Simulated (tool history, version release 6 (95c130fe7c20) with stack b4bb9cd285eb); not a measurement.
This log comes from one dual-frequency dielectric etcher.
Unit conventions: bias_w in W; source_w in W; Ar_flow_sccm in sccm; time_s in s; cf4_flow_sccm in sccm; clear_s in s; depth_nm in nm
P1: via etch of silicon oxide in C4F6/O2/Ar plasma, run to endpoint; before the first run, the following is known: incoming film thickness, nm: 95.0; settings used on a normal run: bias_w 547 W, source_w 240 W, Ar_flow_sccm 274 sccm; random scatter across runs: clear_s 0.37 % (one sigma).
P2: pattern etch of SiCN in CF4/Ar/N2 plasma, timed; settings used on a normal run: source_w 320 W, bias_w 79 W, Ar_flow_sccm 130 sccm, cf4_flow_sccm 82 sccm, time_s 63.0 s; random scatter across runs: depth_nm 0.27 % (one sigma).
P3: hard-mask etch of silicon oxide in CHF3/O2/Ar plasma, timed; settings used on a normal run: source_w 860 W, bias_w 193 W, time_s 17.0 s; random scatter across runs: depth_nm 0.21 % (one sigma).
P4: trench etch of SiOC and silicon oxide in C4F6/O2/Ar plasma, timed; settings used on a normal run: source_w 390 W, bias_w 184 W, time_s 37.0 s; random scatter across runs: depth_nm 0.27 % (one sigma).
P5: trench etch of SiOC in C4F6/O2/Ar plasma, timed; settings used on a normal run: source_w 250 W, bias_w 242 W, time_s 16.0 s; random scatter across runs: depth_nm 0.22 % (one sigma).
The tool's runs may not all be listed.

| run | day | process | bias_w | source_w | Ar_flow_sccm | time_s | cf4_flow_sccm | clear_s | depth_nm |
|---|---|---|---|---|---|---|---|---|---|
| 1 | 0.150 | P1 | 547 | 240 | 274 |  |  | 23.875 |  |
| 2 | 0.446 | P5 | 175 | 250 |  | 16.0 |  |  | 27.342 |
| 3 | 0.758 | P2 | 79 | 320 | 130 | 38.5 | 82 |  | 25.173 |
| 4 | 0.904 | P3 | 135 | 860 |  | 17.0 |  |  | 34.781 |
| 5 | 1.050 | P3 | 193 | 860 |  | 17.0 |  |  | 39.016 |
| 6 | 1.354 | P1 | 547 | 300 | 274 |  |  | 22.080 |  |
| 7 | 1.512 | P4 | 184 | 390 |  | 37.0 |  |  | 72.350 |
| 8 | 1.812 | P1 | 547 | 240 | 371 |  |  | 24.690 |  |
| 9 | 2.017 | P2 | 58 | 320 | 130 | 63.0 | 82 |  | 37.048 |
| 10 | 2.188 | P2 | 79 | 320 | 130 | 63.0 | 82 |  | 41.295 |
| 11 | 2.404 | P4 | 184 | 390 |  | 37.0 |  |  | 72.494 |
| 12 | 2.558 | P1 | 547 | 240 | 209 |  |  | 23.169 |  |
| 13 | 2.783 | P5 | 242 | 250 |  | 23.0 |  |  | 43.668 |
|  | 2.821 | bias power generator calibrated |
| 14 | 2.921 | P3 | 193 | 860 |  | 21.5 |  |  | 49.118 |
| 15 | 3.233 | P5 | 242 | 250 |  | 16.0 |  |  | 30.333 |
| 16 | 3.521 | P1 | 547 | 190 | 189 |  |  | 24.992 |  |
| 17 | 3.796 | P2 | 79 | 320 | 130 | 63.0 | 115 |  | 43.007 |
| 18 | 4.029 | P1 | 547 | 190 | 274 |  |  | 26.151 |  |
| 19 | 4.217 | P1 | 547 | 240 | 274 |  |  | 23.817 |  |
| 20 | 4.525 | P1 | 432 | 240 | 344 |  |  | 26.949 |  |
| 21 | 4.812 | P4 | 119 | 390 |  | 37.0 |  |  | 63.862 |
| 22 | 4.962 | P4 | 184 | 230 |  | 37.0 |  |  | 58.834 |
| 23 | 5.192 | P4 | 184 | 390 |  | 20.5 |  |  | 40.127 |
| 24 | 5.346 | P3 | 193 | 1220 |  | 17.0 |  |  | 44.577 |
| 25 | 5.621 | P2 | 79 | 390 | 130 | 63.0 | 82 |  | 48.940 |
| 26 | 5.862 | P1 | 547 | 240 | 274 |  |  | 23.781 |  |
| 27 | 6.075 | P5 | 242 | 250 |  | 16.0 |  |  | 30.411 |
| 28 | 6.217 | P5 | 242 | 330 |  | 16.0 |  |  | 33.679 |
|  | 6.450 | Ar flow controller replaced |
| 29 | 6.467 | P2 | 79 | 320 | 100 | 63.0 | 82 |  | 42.786 |
| 30 | 6.621 | P1 | 424 | 240 | 216 |  |  | 25.669 |  |
| 31 | 6.929 | P1 | 547 | 240 | 274 |  |  | 23.973 |  |
| 32 | 7.092 | P1 | 690 | 240 | 274 |  |  | 21.847 |  |
| 33 | 7.250 | P1 | 387 | 240 | 274 |  |  | 27.076 |  |
| 34 | 7.438 | P1 | 547 | 240 | 274 |  |  | 23.849 |  |
| 35 | 7.683 | P1 | 547 | 240 | 274 |  |  | 24.177 |  |
| 36 | 7.838 | P1 | 547 | 240 | 274 |  |  | 24.113 |  |
| 37 | 8.142 | P1 | 547 | 240 | 274 |  |  | 24.238 |  |
|  | 8.321 | wet clean of the chamber |
| 38 | 8.396 | P1 | 547 | 240 | 274 |  |  | 24.318 |  |
| 39 | 8.696 | P1 | 547 | 240 | 274 |  |  | 24.294 |  |
| 40 | 8.904 | P1 | 547 | 240 | 274 |  |  | 24.217 |  |
| 41 | 9.100 | P1 | 547 | 240 | 274 |  |  | 24.226 |  |

Something has made what P1 gives creep away from where it was; the 2 causes below, each at its own stated size, fit the log equally well:
A: source power that arrives under what is set, % = 4.94
B: bias power that arrives under what is set, % = 4.66
The gradual shift began around day 7.438.
Ruled out, with reasons:
chamber walls in a state that lowers the etch rate, %: maintenance at day 8.321, after the shift began, did not return the process to its former output
Ar flow that arrives over what is set, %: capped at 8; at that size clear_s would change by +0.9 %, too little to explain the creep or opposite to it

Question marks stand in for the results of the 4 check runs listed below, each run on one wafer. Under which run would the listed causes show clearly different results?
| check 1 | 9.296 | P2 | 79 | 320 | 130 | 63.0 | 99 |  | ? |
| check 2 | 9.296 | P4 | 155 | 280 |  | 37.0 |  |  | ? |
| check 3 | 9.296 | P3 | 193 | 1160 |  | 21.0 |  |  | ? |
| check 4 | 9.296 | P5 | 191 | 250 |  | 21.5 |  |  | ? |

What each check would give under each cause:
| check | result | if A | if B |
|---|---|---|---|
| check 1 | depth_nm | 40.498 | 41.621 |
| check 2 | depth_nm | 59.187 | 59.471 |
| check 3 | depth_nm | 52.951 | 53.170 |
| check 4 | depth_nm | 36.923 | 37.060 |
Gap, in per cent, between the two causes that each check separates least, read from the result that separates them most: check 1 2.74 %; check 2 0.48 %; check 3 0.41 %; check 4 0.37 %
Check 1 is the one run that separates the causes; every other check would come out nearly the same whichever cause is at work.

Check 1 has now been run. It gave: depth_nm 41.717 nm. Which of the candidate causes is it?

B is the cause: bias power that arrives under what is set, %.

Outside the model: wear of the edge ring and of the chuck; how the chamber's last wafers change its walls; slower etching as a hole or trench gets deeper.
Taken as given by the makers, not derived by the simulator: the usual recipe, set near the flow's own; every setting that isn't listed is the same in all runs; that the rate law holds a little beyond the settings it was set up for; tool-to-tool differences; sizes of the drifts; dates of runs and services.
